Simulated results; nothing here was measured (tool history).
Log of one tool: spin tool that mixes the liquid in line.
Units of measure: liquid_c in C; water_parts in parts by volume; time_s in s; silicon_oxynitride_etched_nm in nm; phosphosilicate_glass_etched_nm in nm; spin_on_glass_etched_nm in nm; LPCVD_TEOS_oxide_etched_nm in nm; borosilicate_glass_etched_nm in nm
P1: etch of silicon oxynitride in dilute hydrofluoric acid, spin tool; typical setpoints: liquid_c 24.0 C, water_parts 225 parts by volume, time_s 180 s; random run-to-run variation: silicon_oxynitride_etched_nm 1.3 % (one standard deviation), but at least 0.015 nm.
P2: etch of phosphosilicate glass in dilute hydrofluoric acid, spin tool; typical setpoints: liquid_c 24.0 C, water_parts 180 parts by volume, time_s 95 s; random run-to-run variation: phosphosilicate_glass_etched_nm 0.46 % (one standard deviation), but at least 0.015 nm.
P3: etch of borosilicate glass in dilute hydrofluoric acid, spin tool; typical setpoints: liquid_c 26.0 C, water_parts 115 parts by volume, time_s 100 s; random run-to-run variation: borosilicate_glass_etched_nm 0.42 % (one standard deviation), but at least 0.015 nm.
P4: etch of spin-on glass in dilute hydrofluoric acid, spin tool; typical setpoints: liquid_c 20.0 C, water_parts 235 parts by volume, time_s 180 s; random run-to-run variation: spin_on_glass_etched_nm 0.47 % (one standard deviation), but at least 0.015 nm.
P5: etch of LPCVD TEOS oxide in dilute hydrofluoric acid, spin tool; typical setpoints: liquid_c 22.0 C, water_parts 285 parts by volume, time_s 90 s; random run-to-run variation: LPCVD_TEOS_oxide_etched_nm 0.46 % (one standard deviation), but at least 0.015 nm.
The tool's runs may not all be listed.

run	hour	process	liquid_c	water_parts	time_s	hours since the thermometer was replaced	hours since the hydrofluoric acid flow meter was replaced	silicon_oxynitride_etched_nm	phosphosilicate_glass_etched_nm	spin_on_glass_etched_nm	LPCVD_TEOS_oxide_etched_nm	borosilicate_glass_etched_nm
1	12.7	P1	24.0	225	180	1754.9	497.1	2.02240				
2	22.7	P1	24.0	225	275	1764.9	507.1	3.18230				
3	33.2	P1	24.0	225	55	1775.4	517.6	0.64566				
4	44.1	P1	24.0	225	180	1786.3	528.5	2.08970				
5	54.7	P2	24.0	180	20	1796.9	539.1		6.042			
6	60.8	P2	24.0	180	95	1803.0	545.2		29.018			
7	69.2	P1	24.0	405	180	1811.4	553.6	1.03570				
8	78.4	P4	20.0	235	260	1820.6	562.8			22.780		
9	90.1	P1	24.0	225	180	1832.3	574.5	2.07240				
10	97.8	P4	20.0	45	180	1840.0	582.2			101.400		
11	108.0	P1	24.0	225	180	1850.2	592.4	2.09360				
12	119.9	P5	22.0	285	15	1862.1	604.3				1.4828	
13	130.9	P3	21.5	115	100	1873.1	615.3					25.149
14	143.5	P4	20.0	235	180	1885.7	627.9			15.638		
15	154.4	P1	32.0	225	180	1896.6	638.8	2.98650				
16	161.8	P2	24.0	30	95	1904.0	646.2		207.840			
17	170.3	P3	26.0	115	100	1912.5	654.7					29.626
18	179.8	P1	24.0	225	180	1922.0	664.2	2.11930				
19	192.2	P1	24.0	225	180	1934.4	676.6	2.06050				
20	202.9	P5	22.0	285	90	1945.1	687.3				8.9794	
# hour 211.2: thermometer replaced
21	214.3	P1	24.0	225	180	3.1	698.7	2.04350				
22	222.9	P4	17.0	235	180	11.7	707.3			13.927		
# hour 229.9: hydrofluoric acid flow meter replaced
23	233.1	P1	19.5	225	180	21.9	3.3	1.65660				
24	241.8	P1	24.0	85	180	30.6	12.0	6.20860				
25	249.5	P2	24.0	180	95	38.3	19.7		28.708			
26	255.8	P2	32.0	180	95	44.6	26.0		38.027			
27	261.4	P1	24.0	320	110	50.2	31.6	0.82527				
28	267.7	P3	26.0	115	160	56.5	37.9					47.462
29	277.4	P3	26.0	25	100	66.2	47.6					153.870
30	286.2	P5	22.0	285	90	75.0	56.4				8.9819	
31	296.9	P5	22.0	395	90	85.7	67.1				5.8308	
32	308.6	P3	26.0	115	100	97.4	78.8					29.510
33	321.1	P5	30.5	285	90	109.9	91.3				11.9370	
34	333.4	P1	24.0	225	180	122.2	103.6	2.08650				
35	344.3	P1	24.0	225	180	133.1	114.5	1.99940				
36	356.5	P1	24.0	225	180	145.3	126.7	1.93600				
37	367.4	P1	24.0	225	180	156.2	137.6	1.90520				
38	372.9	P1	24.0	225	180	161.7	143.1	1.93720				
39	385.4	P1	24.0	225	180	174.2	155.6	1.88720				
40	392.3	P1	24.0	225	180	181.1	162.5	1.82950				
41	401.7	P1	24.0	225	180	190.5	171.9	1.88610				
42	410.2	P1	24.0	225	180	199.0	180.4	1.87810				
43	416.9	P1	24.0	225	180	205.7	187.1	1.88640				

P1 has crept away from where it was. The log is fitted equally well by each of these 2 causes, at the sizes shown:
A: hydrofluoric acid flow below the setpoint (%) = 8.39
B: liquid colder than its thermometer reads (K) = 2.31
The onset of the drift is placed at about hour 333.4.

Which of the 4 check runs listed below separates the causes, so that each cause would produce a clearly different result? Each run uses one wafer, and its results are marked with question marks.
check 1	423.6	P5	27.0	395	90						?	
check 2	423.6	P3	26.0	30	100							?
check 3	423.6	P4	20.0	120	180					?		
check 4	423.6	P2	28.5	75	95				?			

Predicted outcomes, by check and by cause:
check	result	if A	if B
check 1	LPCVD_TEOS_oxide_etched_nm	6.1081	6.4044
check 2	borosilicate_glass_etched_nm	116.280	115.760
check 3	spin_on_glass_etched_nm	31.358	31.507
check 4	phosphosilicate_glass_etched_nm	84.862	85.437
Distance between the nearest two causes, measured in the result of the check that separates them most: check 1 4.74 %; check 2 0.44 %; check 3 0.48 %; check 4 0.68 %
The other checks would show nearly matching results whichever cause is true, so check 1 is the only one that separates the causes.

Check 1 was carried out, with these results: LPCVD_TEOS_oxide_etched_nm 6.1306 nm. Which of the listed causes is responsible?

A is the cause: hydrofluoric acid flow below the setpoint (%).
